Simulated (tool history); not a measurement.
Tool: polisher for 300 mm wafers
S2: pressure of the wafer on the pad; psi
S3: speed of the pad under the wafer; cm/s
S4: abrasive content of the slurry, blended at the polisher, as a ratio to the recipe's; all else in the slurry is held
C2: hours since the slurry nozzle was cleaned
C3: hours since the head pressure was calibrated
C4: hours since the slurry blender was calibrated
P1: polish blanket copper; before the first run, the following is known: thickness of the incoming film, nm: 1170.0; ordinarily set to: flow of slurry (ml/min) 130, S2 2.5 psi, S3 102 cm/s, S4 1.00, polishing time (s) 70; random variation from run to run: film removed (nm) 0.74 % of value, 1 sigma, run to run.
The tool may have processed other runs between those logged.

Run 1, day 0.321: flow of slurry (ml/min) 130, S2 2.5 psi, S3 102 cm/s, S4 1.00, polishing time (s) 70; wafers polished on this pad 420; C2 317.8; C3 175.1; C4 148.0. Result: film removed (nm) 188.000.
Run 2, day 0.550: flow of slurry (ml/min) 95, S2 2.5 psi, S3 102 cm/s, S4 0.75, polishing time (s) 70; wafers polished on this pad 471; C2 323.3; C3 180.6; C4 153.5. Result: film removed (nm) 165.790.
Run 3, day 0.792: flow of slurry (ml/min) 130, S2 2.5 psi, S3 102 cm/s, S4 1.00, polishing time (s) 70; wafers polished on this pad 525; C2 329.1; C3 186.4; C4 159.3. Result: film removed (nm) 185.300.
Run 4, day 1.071: flow of slurry (ml/min) 80, S2 2.5 psi, S3 102 cm/s, S4 1.00, polishing time (s) 70; wafers polished on this pad 587; C2 335.8; C3 193.1; C4 166.0. Result: film removed (nm) 164.920.
Run 5, day 1.317: flow of slurry (ml/min) 130, S2 2.5 psi, S3 102 cm/s, S4 1.00, polishing time (s) 70; wafers polished on this pad 642; C2 341.7; C3 199.0; C4 171.9. Result: film removed (nm) 186.410.
Run 6, day 1.767: flow of slurry (ml/min) 130, S2 1.5 psi, S3 102 cm/s, S4 1.00, polishing time (s) 70; wafers polished on this pad 742; C2 352.5; C3 209.8; C4 182.7. Result: film removed (nm) 112.800.
Run 7, day 1.992: flow of slurry (ml/min) 130, S2 2.5 psi, S3 102 cm/s, S4 1.35, polishing time (s) 70; wafers polished on this pad 792; C2 357.9; C3 215.2; C4 188.1. Result: film removed (nm) 198.250.
Run 8, day 2.358: flow of slurry (ml/min) 130, S2 2.5 psi, S3 46 cm/s, S4 1.00, polishing time (s) 70; wafers polished on this pad 874; C2 366.7; C3 224.0; C4 196.9. Result: film removed (nm) 83.796.
Run 9, day 2.600: flow of slurry (ml/min) 130, S2 2.5 psi, S3 102 cm/s, S4 1.00, polishing time (s) 34; wafers polished on this pad 927; C2 372.5; C3 229.8; C4 202.7. Result: film removed (nm) 91.543.
Run 10, day 2.858: flow of slurry (ml/min) 130, S2 2.5 psi, S3 102 cm/s, S4 1.00, polishing time (s) 70; wafers polished on this pad 985; C2 378.7; C3 236.0; C4 208.9. Result: film removed (nm) 184.350.
Run 11, day 3.179: flow of slurry (ml/min) 130, S2 2.5 psi, S3 150 cm/s, S4 1.00, polishing time (s) 70; wafers polished on this pad 1057; C2 386.4; C3 243.7; C4 216.6. Result: film removed (nm) 274.140.
Run 12, day 3.558: flow of slurry (ml/min) 195, S2 2.5 psi, S3 102 cm/s, S4 1.00, polishing time (s) 70; wafers polished on this pad 1141; C2 395.5; C3 252.8; C4 225.7. Result: film removed (nm) 199.680.
Run 13, day 3.996: flow of slurry (ml/min) 130, S2 3.3 psi, S3 102 cm/s, S4 1.00, polishing time (s) 70; wafers polished on this pad 1238; C2 406.0; C3 263.3; C4 236.2. Result: film removed (nm) 244.820.
Run 14, day 4.333: flow of slurry (ml/min) 200, S2 2.5 psi, S3 102 cm/s, S4 0.60, polishing time (s) 70; wafers polished on this pad 1314; C2 414.1; C3 271.4; C4 244.3. Result: film removed (nm) 181.510.
At day 4.433: slurry nozzle cleaned.
At day 4.662: slurry blender recalibrated.
Run 15, day 4.712: flow of slurry (ml/min) 130, S2 2.5 psi, S3 102 cm/s, S4 1.00, polishing time (s) 100; wafers polished on this pad 1398; C2 6.8; C3 280.5; C4 1.2. Result: film removed (nm) 269.240.
Run 16, day 5.050: flow of slurry (ml/min) 130, S2 2.5 psi, S3 102 cm/s, S4 0.50, polishing time (s) 70; wafers polished on this pad 1473; C2 14.9; C3 288.6; C4 9.3. Result: film removed (nm) 159.670.
Run 17, day 5.283: flow of slurry (ml/min) 130, S2 2.5 psi, S3 102 cm/s, S4 0.55, polishing time (s) 43; wafers polished on this pad 1525; C2 20.5; C3 294.2; C4 14.9. Result: film removed (nm) 101.080.
Run 18, day 5.654: flow of slurry (ml/min) 130, S2 2.5 psi, S3 102 cm/s, S4 1.00, polishing time (s) 70; wafers polished on this pad 1608; C2 29.4; C3 303.1; C4 23.8. Result: film removed (nm) 188.030.
Run 19, day 5.912: flow of slurry (ml/min) 130, S2 2.5 psi, S3 102 cm/s, S4 1.00, polishing time (s) 70; wafers polished on this pad 1665; C2 35.6; C3 309.3; C4 30.0. Result: film removed (nm) 187.550.
Run 20, day 6.288: flow of slurry (ml/min) 130, S2 2.5 psi, S3 102 cm/s, S4 1.00, polishing time (s) 70; wafers polished on this pad 1749; C2 44.6; C3 318.3; C4 39.0. Result: film removed (nm) 187.030.
Run 21, day 6.625: flow of slurry (ml/min) 130, S2 2.5 psi, S3 102 cm/s, S4 1.00, polishing time (s) 70; wafers polished on this pad 1824; C2 52.7; C3 326.4; C4 47.1. Result: film removed (nm) 174.470.
Run 22, day 6.946: flow of slurry (ml/min) 130, S2 2.5 psi, S3 102 cm/s, S4 1.00, polishing time (s) 70; wafers polished on this pad 1896; C2 60.4; C3 334.1; C4 54.8. Result: film removed (nm) 173.600.
At day 7.021: slurry blender recalibrated.
At day 7.121: worn pad replaced by a new one.
Run 23, day 7.192: flow of slurry (ml/min) 130, S2 2.5 psi, S3 102 cm/s, S4 1.00, polishing time (s) 70; wafers polished on this pad 16; C2 66.3; C3 340.0; C4 4.2. Result: film removed (nm) 170.540.
Run 24, day 7.458: flow of slurry (ml/min) 130, S2 2.5 psi, S3 102 cm/s, S4 1.00, polishing time (s) 70; wafers polished on this pad 75; C2 72.7; C3 346.4; C4 10.6. Result: film removed (nm) 169.290.
Run 25, day 7.896: flow of slurry (ml/min) 130, S2 2.5 psi, S3 102 cm/s, S4 1.00, polishing time (s) 70; wafers polished on this pad 172; C2 83.2; C3 356.9; C4 21.1. Result: film removed (nm) 170.090.
Run 26, day 8.158: flow of slurry (ml/min) 130, S2 2.5 psi, S3 102 cm/s, S4 1.00, polishing time (s) 70; wafers polished on this pad 231; C2 89.5; C3 363.2; C4 27.4. Result: film removed (nm) 170.350.

Something has made what P1 gives creep away from where it was; the 2 causes below, each at its own stated size, fit the log equally well:
A: slurry flow missing at the pad, % = 34.9
B: head's pressure below its setpoint, % = 9.76
The drift started at roughly day 6.288.
The rest of the possible causes, and what rules out each one:
removal rate lost through wear of the pad, %: its service at day 7.121 followed the start of the drift and did not put the process back to its old value
abrasive missing from the slurry, %: its service at day 7.021 followed the start of the drift and did not put the process back to its old value

Consider the 4 check runs below, whose results appear as question marks and each of which averages 2 wafers. Which one distinguishes the causes, in that each cause would give it a clearly different result?
Run check 1, day 8.421: flow of slurry (ml/min) 130, S2 2.5 psi, S3 46 cm/s, S4 0.65, polishing time (s) 70. Result: film removed (nm) ?.
Run check 2, day 8.421: flow of slurry (ml/min) 90, S2 2.5 psi, S3 102 cm/s, S4 1.00, polishing time (s) 35. Result: film removed (nm) ?.
Run check 3, day 8.421: flow of slurry (ml/min) 130, S2 1.8 psi, S3 102 cm/s, S4 1.00, polishing time (s) 70. Result: film removed (nm) ?.
Run check 4, day 8.421: flow of slurry (ml/min) 130, S2 2.5 psi, S3 148 cm/s, S4 0.55, polishing time (s) 70. Result: film removed (nm) ?.

Check results expected under each cause:
  check             result     if A     if B
check 1  film removed (nm)   69.367   69.378
check 2  film removed (nm)   74.328   77.250
check 3  film removed (nm)  121.170  121.180
check 4  film removed (nm)  215.820  215.850
Minimum pairwise separation of causes per check, each pair taken at its best-separating result: check 1 0.01 %; check 2 3.86 %; check 3 0.01 %; check 4 0.01 %
Check 2 is the one run that separates the causes; every other check would come out nearly the same whichever cause is at work.

Here is what check 2 returned: film removed (nm) 76.544. Which cause is it?

Of the candidate causes, it is B: head's pressure below its setpoint, %.
